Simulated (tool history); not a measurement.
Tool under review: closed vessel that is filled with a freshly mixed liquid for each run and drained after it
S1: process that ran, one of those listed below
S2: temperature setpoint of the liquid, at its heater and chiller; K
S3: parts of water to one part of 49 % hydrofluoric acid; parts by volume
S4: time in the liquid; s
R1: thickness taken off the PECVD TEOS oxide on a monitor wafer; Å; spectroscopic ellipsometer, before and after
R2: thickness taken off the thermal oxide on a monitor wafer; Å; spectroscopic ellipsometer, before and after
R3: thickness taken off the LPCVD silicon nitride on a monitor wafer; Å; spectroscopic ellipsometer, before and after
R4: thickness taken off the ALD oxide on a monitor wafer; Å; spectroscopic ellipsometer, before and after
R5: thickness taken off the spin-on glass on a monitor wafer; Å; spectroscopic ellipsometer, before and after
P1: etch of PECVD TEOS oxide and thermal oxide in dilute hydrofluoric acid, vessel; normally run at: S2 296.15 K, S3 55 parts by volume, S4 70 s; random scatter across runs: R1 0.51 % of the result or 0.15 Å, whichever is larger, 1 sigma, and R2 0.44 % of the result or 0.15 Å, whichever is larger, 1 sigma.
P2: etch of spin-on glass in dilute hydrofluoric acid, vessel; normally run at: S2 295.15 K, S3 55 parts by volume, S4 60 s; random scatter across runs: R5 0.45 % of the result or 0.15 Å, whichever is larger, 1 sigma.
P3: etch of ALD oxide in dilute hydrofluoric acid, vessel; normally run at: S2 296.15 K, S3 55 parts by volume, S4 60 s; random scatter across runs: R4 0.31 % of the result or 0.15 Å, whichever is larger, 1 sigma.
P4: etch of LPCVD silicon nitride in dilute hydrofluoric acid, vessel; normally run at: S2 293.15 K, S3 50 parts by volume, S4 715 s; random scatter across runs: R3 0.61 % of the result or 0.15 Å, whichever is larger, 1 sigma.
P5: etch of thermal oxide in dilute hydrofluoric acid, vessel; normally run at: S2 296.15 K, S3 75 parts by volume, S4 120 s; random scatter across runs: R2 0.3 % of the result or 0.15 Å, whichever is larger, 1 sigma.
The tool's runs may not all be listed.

{"run": 1, "day": 0.217, "S1": "P1", "S2": 296.15, "S3": 55, "S4": 70, "R1": 244.96, "R2": 59.523}
{"run": 2, "day": 0.433, "S1": "P1", "S2": 296.15, "S3": 20, "S4": 110, "R1": 1112.9, "R2": 269.97}
{"run": 3, "day": 0.588, "S1": "P5", "S2": 296.15, "S3": 75, "S4": 30, "R2": 18.714}
{"run": 4, "day": 0.75, "S1": "P4", "S2": 293.15, "S3": 50, "S4": 715, "R3": 43.751}
{"run": 5, "day": 0.917, "S1": "P1", "S2": 300.15, "S3": 55, "S4": 70, "R1": 291.67, "R2": 70.051}
{"run": 6, "day": 1.096, "S1": "P1", "S2": 296.15, "S3": 55, "S4": 135, "R1": 476.7, "R2": 114.97}
{"run": 7, "day": 1.283, "S1": "P1", "S2": 296.15, "S3": 55, "S4": 70, "R1": 246.25, "R2": 59.231}
{"run": 8, "day": 1.429, "S1": "P1", "S2": 296.15, "S3": 55, "S4": 70, "R1": 246.55, "R2": 59.469}
{"run": 9, "day": 1.575, "S1": "P5", "S2": 296.15, "S3": 75, "S4": 120, "R2": 74.402}
{"run": 10, "day": 1.712, "S1": "P4", "S2": 293.15, "S3": 50, "S4": 715, "R3": 43.519}
{"run": 11, "day": 1.896, "S1": "P1", "S2": 296.15, "S3": 55, "S4": 70, "R1": 246.95, "R2": 59.942}
{"run": 12, "day": 2.092, "S1": "P3", "S2": 296.15, "S3": 55, "S4": 60, "R4": 303.34}
{"run": 13, "day": 2.217, "S1": "P1", "S2": 290.15, "S3": 55, "S4": 70, "R1": 191.27, "R2": 45.901}
{"run": 14, "day": 2.425, "S1": "P4", "S2": 290.15, "S3": 50, "S4": 715, "R3": 35.492}
{"run": 15, "day": 2.525, "S1": "P2", "S2": 295.15, "S3": 55, "S4": 95, "R5": 859.89}
{"run": 16, "day": 2.721, "S1": "P2", "S2": 295.15, "S3": 105, "S4": 60, "R5": 266.99}
{"day": 2.804, "done": "thermometer replaced"}
{"run": 17, "day": 2.888, "S1": "P5", "S2": 296.15, "S3": 105, "S4": 120, "R2": 50.703}
{"run": 18, "day": 3.062, "S1": "P1", "S2": 296.15, "S3": 55, "S4": 70, "R1": 248.35, "R2": 59.283}
{"run": 19, "day": 3.267, "S1": "P4", "S2": 293.15, "S3": 85, "S4": 715, "R3": 26.449}
{"run": 20, "day": 3.442, "S1": "P3", "S2": 290.15, "S3": 55, "S4": 60, "R4": 234.36}
{"run": 21, "day": 3.612, "S1": "P5", "S2": 290.15, "S3": 75, "S4": 120, "R2": 57.941}
{"run": 22, "day": 3.775, "S1": "P3", "S2": 296.15, "S3": 55, "S4": 105, "R4": 530.45}
{"run": 23, "day": 3.929, "S1": "P4", "S2": 293.15, "S3": 50, "S4": 265, "R3": 16.402}
{"run": 24, "day": 4.046, "S1": "P2", "S2": 295.15, "S3": 55, "S4": 60, "R5": 549.59}
{"run": 25, "day": 4.204, "S1": "P1", "S2": 290.15, "S3": 55, "S4": 135, "R1": 369.7, "R2": 89.751}
{"run": 26, "day": 4.388, "S1": "P2", "S2": 295.15, "S3": 55, "S4": 60, "R5": 547.35}
{"run": 27, "day": 4.567, "S1": "P1", "S2": 296.15, "S3": 25, "S4": 70, "R1": 564.14, "R2": 135.96}
{"run": 28, "day": 4.721, "S1": "P5", "S2": 296.15, "S3": 75, "S4": 120, "R2": 74.223}
{"run": 29, "day": 4.879, "S1": "P2", "S2": 291.15, "S3": 55, "S4": 60, "R5": 467.17}
{"run": 30, "day": 5.029, "S1": "P1", "S2": 296.15, "S3": 55, "S4": 30, "R1": 106.08, "R2": 25.623}
{"run": 31, "day": 5.171, "S1": "P1", "S2": 296.15, "S3": 105, "S4": 70, "R1": 120.51, "R2": 29.572}
{"run": 32, "day": 5.342, "S1": "P3", "S2": 296.15, "S3": 25, "S4": 60, "R4": 692.39}

The next listed run, before its measurement:
{"run": 33, "day": 5.558, "S1": "P3", "S2": 296.15, "S3": 55, "S4": 60, "R4": "?"}

R4: 304.34 Å

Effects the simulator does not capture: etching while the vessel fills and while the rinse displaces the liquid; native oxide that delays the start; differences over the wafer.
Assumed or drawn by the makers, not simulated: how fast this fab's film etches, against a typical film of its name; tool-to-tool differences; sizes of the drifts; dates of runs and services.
